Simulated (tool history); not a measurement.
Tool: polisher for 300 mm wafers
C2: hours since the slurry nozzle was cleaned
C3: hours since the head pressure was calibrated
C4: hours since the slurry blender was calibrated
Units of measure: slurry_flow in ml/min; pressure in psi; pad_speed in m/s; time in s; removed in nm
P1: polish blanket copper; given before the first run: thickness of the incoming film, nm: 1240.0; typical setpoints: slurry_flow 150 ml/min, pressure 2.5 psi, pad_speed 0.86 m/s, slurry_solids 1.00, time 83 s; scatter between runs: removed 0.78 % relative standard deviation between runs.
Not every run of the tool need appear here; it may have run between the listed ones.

Run 1, hour 2.4: slurry_flow 150 ml/min, pressure 2.5 psi, pad_speed 0.86 m/s, slurry_solids 1.00, time 83 s; wafers polished on this pad 769; C2 150.4; C3 265.5; C4 29.1. Result: removed 195.050 nm.
Run 2, hour 4.5: slurry_flow 150 ml/min, pressure 2.5 psi, pad_speed 0.66 m/s, slurry_solids 1.00, time 105 s; wafers polished on this pad 792; C2 152.5; C3 267.6; C4 31.2. Result: removed 187.640 nm.
Run 3, hour 6.8: slurry_flow 150 ml/min, pressure 2.5 psi, pad_speed 0.86 m/s, slurry_solids 1.00, time 83 s; wafers polished on this pad 817; C2 154.8; C3 269.9; C4 33.5. Result: removed 192.190 nm.
Run 4, hour 10.2: slurry_flow 105 ml/min, pressure 2.5 psi, pad_speed 0.86 m/s, slurry_solids 1.00, time 83 s; wafers polished on this pad 855; C2 158.2; C3 273.3; C4 36.9. Result: removed 179.720 nm.
Run 5, hour 13.3: slurry_flow 150 ml/min, pressure 2.5 psi, pad_speed 0.86 m/s, slurry_solids 0.55, time 83 s; wafers polished on this pad 889; C2 161.3; C3 276.4; C4 40.0. Result: removed 170.250 nm.
Run 6, hour 17.2: slurry_flow 150 ml/min, pressure 2.5 psi, pad_speed 0.60 m/s, slurry_solids 1.00, time 83 s; wafers polished on this pad 932; C2 165.2; C3 280.3; C4 43.9. Result: removed 135.400 nm.
Run 7, hour 20.7: slurry_flow 150 ml/min, pressure 2.5 psi, pad_speed 0.86 m/s, slurry_solids 1.45, time 83 s; wafers polished on this pad 971; C2 168.7; C3 283.8; C4 47.4. Result: removed 210.930 nm.
At hour 22.1: head pressure recalibrated.
Run 8, hour 23.3: slurry_flow 220 ml/min, pressure 2.5 psi, pad_speed 0.86 m/s, slurry_solids 1.00, time 83 s; wafers polished on this pad 1000; C2 171.3; C3 1.2; C4 50.0. Result: removed 206.330 nm.
Run 9, hour 25.9: slurry_flow 150 ml/min, pressure 1.2 psi, pad_speed 0.86 m/s, slurry_solids 1.00, time 83 s; wafers polished on this pad 1029; C2 173.9; C3 3.8; C4 52.6. Result: removed 93.739 nm.
Run 10, hour 28.6: slurry_flow 150 ml/min, pressure 2.5 psi, pad_speed 0.86 m/s, slurry_solids 1.00, time 83 s; wafers polished on this pad 1059; C2 176.6; C3 6.5; C4 55.3. Result: removed 196.650 nm.
Run 11, hour 30.9: slurry_flow 150 ml/min, pressure 2.5 psi, pad_speed 0.86 m/s, slurry_solids 1.00, time 83 s; wafers polished on this pad 1084; C2 178.9; C3 8.8; C4 57.6. Result: removed 195.360 nm.
Run 12, hour 34.9: slurry_flow 150 ml/min, pressure 3.7 psi, pad_speed 0.50 m/s, slurry_solids 1.00, time 83 s; wafers polished on this pad 1128; C2 182.9; C3 12.8; C4 61.6. Result: removed 165.940 nm.
Run 13, hour 37.5: slurry_flow 150 ml/min, pressure 2.5 psi, pad_speed 0.86 m/s, slurry_solids 1.00, time 54 s; wafers polished on this pad 1157; C2 185.5; C3 15.4; C4 64.2. Result: removed 123.430 nm.
Run 14, hour 40.7: slurry_flow 150 ml/min, pressure 2.5 psi, pad_speed 1.32 m/s, slurry_solids 1.00, time 83 s; wafers polished on this pad 1192; C2 188.7; C3 18.6; C4 67.4. Result: removed 292.180 nm.
Run 15, hour 44.3: slurry_flow 150 ml/min, pressure 2.5 psi, pad_speed 0.86 m/s, slurry_solids 1.00, time 83 s; wafers polished on this pad 1232; C2 192.3; C3 22.2; C4 71.0. Result: removed 194.800 nm.

Run 16 comes next. What will it give?
Run 16, hour 47.9: slurry_flow 150 ml/min, pressure 2.5 psi, pad_speed 0.86 m/s, slurry_solids 1.00, time 116 s; wafers polished on this pad 1272; C2 195.9; C3 25.8; C4 74.6. Result: removed ?.

removed: 270.650 nm
